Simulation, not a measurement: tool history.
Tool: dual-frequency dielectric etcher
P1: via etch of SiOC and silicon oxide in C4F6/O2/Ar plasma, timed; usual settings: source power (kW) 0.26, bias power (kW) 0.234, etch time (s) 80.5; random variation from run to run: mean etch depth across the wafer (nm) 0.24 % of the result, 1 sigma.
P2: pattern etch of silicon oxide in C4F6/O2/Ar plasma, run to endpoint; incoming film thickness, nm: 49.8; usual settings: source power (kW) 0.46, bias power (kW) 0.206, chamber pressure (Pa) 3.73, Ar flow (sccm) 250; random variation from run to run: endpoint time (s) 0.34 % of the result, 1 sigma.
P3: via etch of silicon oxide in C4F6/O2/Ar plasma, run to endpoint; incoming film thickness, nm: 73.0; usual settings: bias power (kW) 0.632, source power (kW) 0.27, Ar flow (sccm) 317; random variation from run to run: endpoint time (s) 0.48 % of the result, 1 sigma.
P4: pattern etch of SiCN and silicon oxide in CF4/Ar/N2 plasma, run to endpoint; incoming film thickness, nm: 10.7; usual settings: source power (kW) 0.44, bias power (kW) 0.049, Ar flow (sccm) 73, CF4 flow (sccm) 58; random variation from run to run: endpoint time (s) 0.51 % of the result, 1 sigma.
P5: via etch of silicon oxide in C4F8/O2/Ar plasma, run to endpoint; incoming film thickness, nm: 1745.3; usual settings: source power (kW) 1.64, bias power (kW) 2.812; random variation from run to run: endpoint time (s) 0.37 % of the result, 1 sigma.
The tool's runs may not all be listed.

run	day	process that ran	source power (kW)	bias power (kW)	etch time (s)	chamber pressure (Pa)	Ar flow (sccm)	CF4 flow (sccm)	mean etch depth across the wafer (nm)	endpoint time (s)
1	0.142	P1	0.26	0.234	80.5				84.433	
2	0.271	P1	0.26	0.234	80.5				84.236	
3	0.4	P1	0.33	0.234	80.5				92.481	
4	0.517	P1	0.26	0.234	51				53.478	
5	0.621	P2	0.46	0.206		3.73	250			14.153
6	0.85	P3	0.27	0.632			377			17.505
# day 0.925: wet clean of the chamber
7	1.012	P4	0.44	0.049			73	58		13.978
8	1.121	P1	0.26	0.162	80.5				74.278	
9	1.346	P1	0.2	0.234	80.5				76.462	
10	1.467	P1	0.3	0.278	80.5				94.895	
11	1.633	P3	0.27	0.39			317			20.637
12	1.775	P3	0.27	0.632			317			17.127
13	1.942	P1	0.26	0.322	80.5				94.956	
14	2.146	P4	0.44	0.049			73	46		14.469
15	2.325	P1	0.26	0.234	80.5				84.577	
16	2.508	P4	0.44	0.065			73	58		12.843
17	2.729	P4	0.44	0.049			73	58		13.925
18	2.938	P2	0.46	0.206		5.27	250			14.686
19	3.121	P5	2.05	2.812						310.9
20	3.288	P1	0.26	0.234	108.5				113.59	
21	3.421	P5	1.64	2.812						337.15
22	3.596	P3	0.37	0.632			317			15.358
23	3.75	P2	0.46	0.206		3.73	306			14.597
24	3.988	P2	0.46	0.158		3.73	250			15.434
25	4.108	P5	1.64	3.81						306.82
26	4.267	P4	0.53	0.049			73	58		11.801
27	4.471	P4	0.44	0.049			43	58		12.952
28	4.638	P1	0.26	0.234	80.5				84.777	
29	4.875	P1	0.19	0.234	61.5				57.277	
30	5.058	P1	0.26	0.234	80.5				84.633	
31	5.246	P3	0.27	0.632			317			17.365
32	5.396	P2	0.35	0.206		3.73	250			15.787
33	5.604	P2	0.46	0.206		3.73	250			14.269
34	5.712	P1	0.26	0.234	80.5				84.68	
35	5.846	P1	0.26	0.234	80.5				84.069	
36	6.071	P1	0.26	0.234	80.5				83.689	
37	6.229	P1	0.26	0.234	80.5				83.814	
38	6.438	P1	0.26	0.234	80.5				83.465	
# day 6.612: wet clean of the chamber
39	6.633	P1	0.26	0.234	80.5				83.248	
40	6.862	P1	0.26	0.234	80.5				83.36	
41	7.021	P1	0.26	0.234	80.5				83.359	
42	7.133	P1	0.26	0.234	80.5				83.169	

What P1 gives has crept away from where it was. These 2 causes fit the log equally well, each at the size given:
A: bias power that arrives under what is set, % = 3.75
B: source power that arrives under what is set, % = 3.45
The creep began at about day 5.712.
Why every other cause is out:
chamber walls in a state that lowers the etch rate, %: serviced at day 6.612, which brought nothing back

4 check runs are offered, each on 3 wafers whose results are averaged, their results left as question marks. Which one tells the causes apart?
check 1	7.246	P2	0.37	0.206		3.73	292			?
check 2	7.246	P4	0.44	0.049			51	58		?
check 3	7.246	P5	1.9	3.288						?
check 4	7.246	P3	0.27	0.419			317			?

What each check would give under each cause:
check	result	if A	if B
check 1	endpoint time (s)	15.883	15.901
check 2	endpoint time (s)	13.4	13.681
check 3	endpoint time (s)	307.21	307.68
check 4	endpoint time (s)	20.337	20.312
How far apart the two closest causes lie, in the result that separates them most: check 1 0.11 %; check 2 2.07 %; check 3 0.15 %; check 4 0.12 %
Only check 2 tells the causes apart: in the others they would give nearly the same result.

Check 2 was then run and gave: endpoint time (s) 13.699. Which cause is it?

It is B: source power that arrives under what is set, %.

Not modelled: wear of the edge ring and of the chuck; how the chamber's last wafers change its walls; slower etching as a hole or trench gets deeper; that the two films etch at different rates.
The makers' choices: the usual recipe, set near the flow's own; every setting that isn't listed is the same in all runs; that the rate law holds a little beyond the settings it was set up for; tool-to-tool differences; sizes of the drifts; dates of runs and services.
